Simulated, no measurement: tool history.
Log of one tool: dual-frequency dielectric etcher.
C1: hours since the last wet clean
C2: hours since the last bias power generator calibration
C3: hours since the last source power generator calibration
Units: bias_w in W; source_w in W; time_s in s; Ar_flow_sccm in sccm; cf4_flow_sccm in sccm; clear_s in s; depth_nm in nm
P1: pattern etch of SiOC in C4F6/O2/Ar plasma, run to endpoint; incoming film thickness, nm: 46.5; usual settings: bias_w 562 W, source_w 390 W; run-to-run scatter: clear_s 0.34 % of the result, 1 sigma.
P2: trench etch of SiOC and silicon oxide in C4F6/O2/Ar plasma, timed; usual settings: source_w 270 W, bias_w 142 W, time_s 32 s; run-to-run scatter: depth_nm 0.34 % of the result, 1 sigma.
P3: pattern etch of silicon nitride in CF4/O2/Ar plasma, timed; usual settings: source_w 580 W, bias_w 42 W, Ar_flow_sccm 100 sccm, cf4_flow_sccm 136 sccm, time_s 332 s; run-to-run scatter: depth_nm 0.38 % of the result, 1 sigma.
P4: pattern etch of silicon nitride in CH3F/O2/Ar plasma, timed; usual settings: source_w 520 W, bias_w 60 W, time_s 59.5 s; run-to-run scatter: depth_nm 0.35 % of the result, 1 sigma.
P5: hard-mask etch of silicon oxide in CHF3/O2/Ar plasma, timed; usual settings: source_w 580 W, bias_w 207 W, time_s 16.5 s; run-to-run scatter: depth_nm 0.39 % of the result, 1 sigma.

Run 1, hour 4.3: process P1, bias_w 562 W, source_w 390 W; C1 111.4; C2 1879.3; C3 639.9. Result: clear_s 15.507 s.
Run 2, hour 8.7: process P2, bias_w 142 W, source_w 270 W, time_s 42 s; C1 115.8; C2 1883.7; C3 644.3. Result: depth_nm 65.398 nm.
Run 3, hour 15.9: process P1, bias_w 395 W, source_w 390 W; C1 123; C2 1890.9; C3 651.5. Result: clear_s 17.651 s.
Run 4, hour 23.9: process P3, bias_w 42 W, source_w 580 W, time_s 332 s, Ar_flow_sccm 100 sccm, cf4_flow_sccm 136 sccm; C1 131; C2 1898.9; C3 659.5. Result: depth_nm 703.47 nm.
Run 5, hour 33.7: process P1, bias_w 562 W, source_w 390 W; C1 140.8; C2 1908.7; C3 669.3. Result: clear_s 15.471 s.
Run 6, hour 42.9: process P1, bias_w 562 W, source_w 530 W; C1 150; C2 1917.9; C3 678.5. Result: clear_s 13.786 s.
Run 7, hour 48.6: process P1, bias_w 562 W, source_w 390 W; C1 155.7; C2 1923.6; C3 684.2. Result: clear_s 15.338 s.
Run 8, hour 56.7: process P3, bias_w 52 W, source_w 580 W, time_s 332 s, Ar_flow_sccm 100 sccm, cf4_flow_sccm 136 sccm; C1 163.8; C2 1931.7; C3 692.3. Result: depth_nm 760.97 nm.
Run 9, hour 62.4: process P3, bias_w 42 W, source_w 580 W, time_s 332 s, Ar_flow_sccm 100 sccm, cf4_flow_sccm 136 sccm; C1 169.5; C2 1937.4; C3 698. Result: depth_nm 704.9 nm.
Run 10, hour 68: process P5, bias_w 207 W, source_w 580 W, time_s 16.5 s; C1 175.1; C2 1943; C3 703.6. Result: depth_nm 33.662 nm.
Run 11, hour 76.1: process P5, bias_w 132 W, source_w 580 W, time_s 16.5 s; C1 183.2; C2 1951.1; C3 711.7. Result: depth_nm 28.83 nm.
Run 12, hour 81.6: process P1, bias_w 562 W, source_w 390 W; C1 188.7; C2 1956.6; C3 717.2. Result: clear_s 15.535 s.
Run 13, hour 88.6: process P1, bias_w 687 W, source_w 390 W; C1 195.7; C2 1963.6; C3 724.2. Result: clear_s 14.3 s.
Run 14, hour 93.7: process P5, bias_w 207 W, source_w 580 W, time_s 16.5 s; C1 200.8; C2 1968.7; C3 729.3. Result: depth_nm 33.474 nm.
Run 15, hour 103.6: process P1, bias_w 411 W, source_w 510 W; C1 210.7; C2 1978.6; C3 739.2. Result: clear_s 15.723 s.
Run 16, hour 111.7: process P4, bias_w 60 W, source_w 370 W, time_s 59.5 s; C1 218.8; C2 1986.7; C3 747.3. Result: depth_nm 37.056 nm.
Run 17, hour 119: process P3, bias_w 42 W, source_w 580 W, time_s 446 s, Ar_flow_sccm 100 sccm, cf4_flow_sccm 136 sccm; C1 226.1; C2 1994; C3 754.6. Result: depth_nm 948.53 nm.
Run 18, hour 125.6: process P2, bias_w 142 W, source_w 330 W, time_s 32 s; C1 232.7; C2 2000.6; C3 761.2. Result: depth_nm 53.875 nm.
Run 19, hour 133.4: process P3, bias_w 42 W, source_w 580 W, time_s 332 s, Ar_flow_sccm 100 sccm, cf4_flow_sccm 90 sccm; C1 240.5; C2 2008.4; C3 769. Result: depth_nm 672.92 nm.
Run 20, hour 139.9: process P1, bias_w 348 W, source_w 320 W; C1 247; C2 2014.9; C3 775.5. Result: clear_s 19.761 s.
Run 21, hour 147.3: process P3, bias_w 42 W, source_w 440 W, time_s 332 s, Ar_flow_sccm 100 sccm, cf4_flow_sccm 136 sccm; C1 254.4; C2 2022.3; C3 782.9. Result: depth_nm 554.44 nm.
Run 22, hour 155.1: process P2, bias_w 142 W, source_w 270 W, time_s 32 s; C1 262.2; C2 2030.1; C3 790.7. Result: depth_nm 49.83 nm.
Run 23, hour 163.3: process P4, bias_w 76 W, source_w 520 W, time_s 59.5 s; C1 270.4; C2 2038.3; C3 798.9. Result: depth_nm 45.534 nm.
Run 24, hour 168.5: process P1, bias_w 562 W, source_w 280 W; C1 275.6; C2 2043.5; C3 804.1. Result: clear_s 17.439 s.
Run 25, hour 175.2: process P1, bias_w 562 W, source_w 390 W; C1 282.3; C2 2050.2; C3 810.8. Result: clear_s 15.477 s.
Run 26, hour 182.3: process P2, bias_w 115 W, source_w 270 W, time_s 32 s; C1 289.4; C2 2057.3; C3 817.9. Result: depth_nm 46.881 nm.
Run 27, hour 192: process P5, bias_w 207 W, source_w 580 W, time_s 9 s; C1 299.1; C2 2067; C3 827.6. Result: depth_nm 18.371 nm.
Run 28, hour 199.6: process P2, bias_w 142 W, source_w 270 W, time_s 32 s; C1 306.7; C2 2074.6; C3 835.2. Result: depth_nm 49.805 nm.
Run 29, hour 207.3: process P1, bias_w 562 W, source_w 390 W; C1 314.4; C2 2082.3; C3 842.9. Result: clear_s 15.454 s.
Run 30, hour 213.8: process P4, bias_w 60 W, source_w 520 W, time_s 59.5 s; C1 320.9; C2 2088.8; C3 849.4. Result: depth_nm 42.357 nm.
Run 31, hour 218.7: process P5, bias_w 207 W, source_w 780 W, time_s 16.5 s; C1 325.8; C2 2093.7; C3 854.3. Result: depth_nm 37.484 nm.
Run 32, hour 223.7: process P4, bias_w 60 W, source_w 520 W, time_s 86 s; C1 330.8; C2 2098.7; C3 859.3. Result: depth_nm 61.085 nm.
Run 33, hour 232.2: process P3, bias_w 42 W, source_w 580 W, time_s 332 s, Ar_flow_sccm 140 sccm, cf4_flow_sccm 136 sccm; C1 339.3; C2 2107.2; C3 867.8. Result: depth_nm 681.57 nm.
Run 34, hour 237.4: process P1, bias_w 562 W, source_w 390 W; C1 344.5; C2 2112.4; C3 873. Result: clear_s 15.417 s.
Run 35, hour 246.5: process P1, bias_w 562 W, source_w 390 W; C1 353.6; C2 2121.5; C3 882.1. Result: clear_s 15.252 s.
Run 36, hour 253.1: process P1, bias_w 562 W, source_w 390 W; C1 360.2; C2 2128.1; C3 888.7. Result: clear_s 15.363 s.
Run 37, hour 262.3: process P1, bias_w 562 W, source_w 390 W; C1 369.4; C2 2137.3; C3 897.9. Result: clear_s 15.251 s.
At hour 268.3: wet clean of the chamber.
Run 38, hour 270.7: process P1, bias_w 562 W, source_w 390 W; C1 2.4; C2 2145.7; C3 906.3. Result: clear_s 15.227 s.
Run 39, hour 278.5: process P1, bias_w 562 W, source_w 390 W; C1 10.2; C2 2153.5; C3 914.1. Result: clear_s 15.151 s.
Run 40, hour 286.2: process P1, bias_w 562 W, source_w 390 W; C1 17.9; C2 2161.2; C3 921.8. Result: clear_s 15.134 s.

What P1 gives has crept away from where it was. These 2 causes fit the log equally well, each at the size given:
A: bias power that arrives over what is set, % = 4.56
B: source power that arrives over what is set, % = 4.74
The creep began at about hour 237.4.
Why every other cause is out:
chamber walls in a state that raises the etch rate, %: serviced at hour 268.3, which brought nothing back

4 check runs are offered, each on 2 wafers whose results are averaged, their results left as question marks. Which one tells the causes apart?
Run check 1, hour 293.9: process P3, bias_w 42 W, source_w 580 W, time_s 332 s, Ar_flow_sccm 100 sccm, cf4_flow_sccm 136 sccm. Result: depth_nm ?.
Run check 2, hour 293.9: process P5, bias_w 207 W, source_w 580 W, time_s 16.5 s. Result: depth_nm ?.
Run check 3, hour 293.9: process P2, bias_w 142 W, source_w 270 W, time_s 32 s. Result: depth_nm ?.
Run check 4, hour 293.9: process P4, bias_w 60 W, source_w 520 W, time_s 59.5 s. Result: depth_nm ?.

What each check would give under each cause:
  check    result    if A    if B
check 1  depth_nm  716.38  734.87
check 2  depth_nm  34.122  34.192
check 3  depth_nm  50.555  50.772
check 4  depth_nm  42.842  42.994
How far apart the two closest causes lie, in the result that separates them most: check 1 2.55 %; check 2 0.21 %; check 3 0.43 %; check 4 0.35 %
Only check 1 tells the causes apart: in the others they would give nearly the same result.

Then check 1 was run and gave: depth_nm 735.17 nm. Which cause is it?

It is B: source power that arrives over what is set, %.

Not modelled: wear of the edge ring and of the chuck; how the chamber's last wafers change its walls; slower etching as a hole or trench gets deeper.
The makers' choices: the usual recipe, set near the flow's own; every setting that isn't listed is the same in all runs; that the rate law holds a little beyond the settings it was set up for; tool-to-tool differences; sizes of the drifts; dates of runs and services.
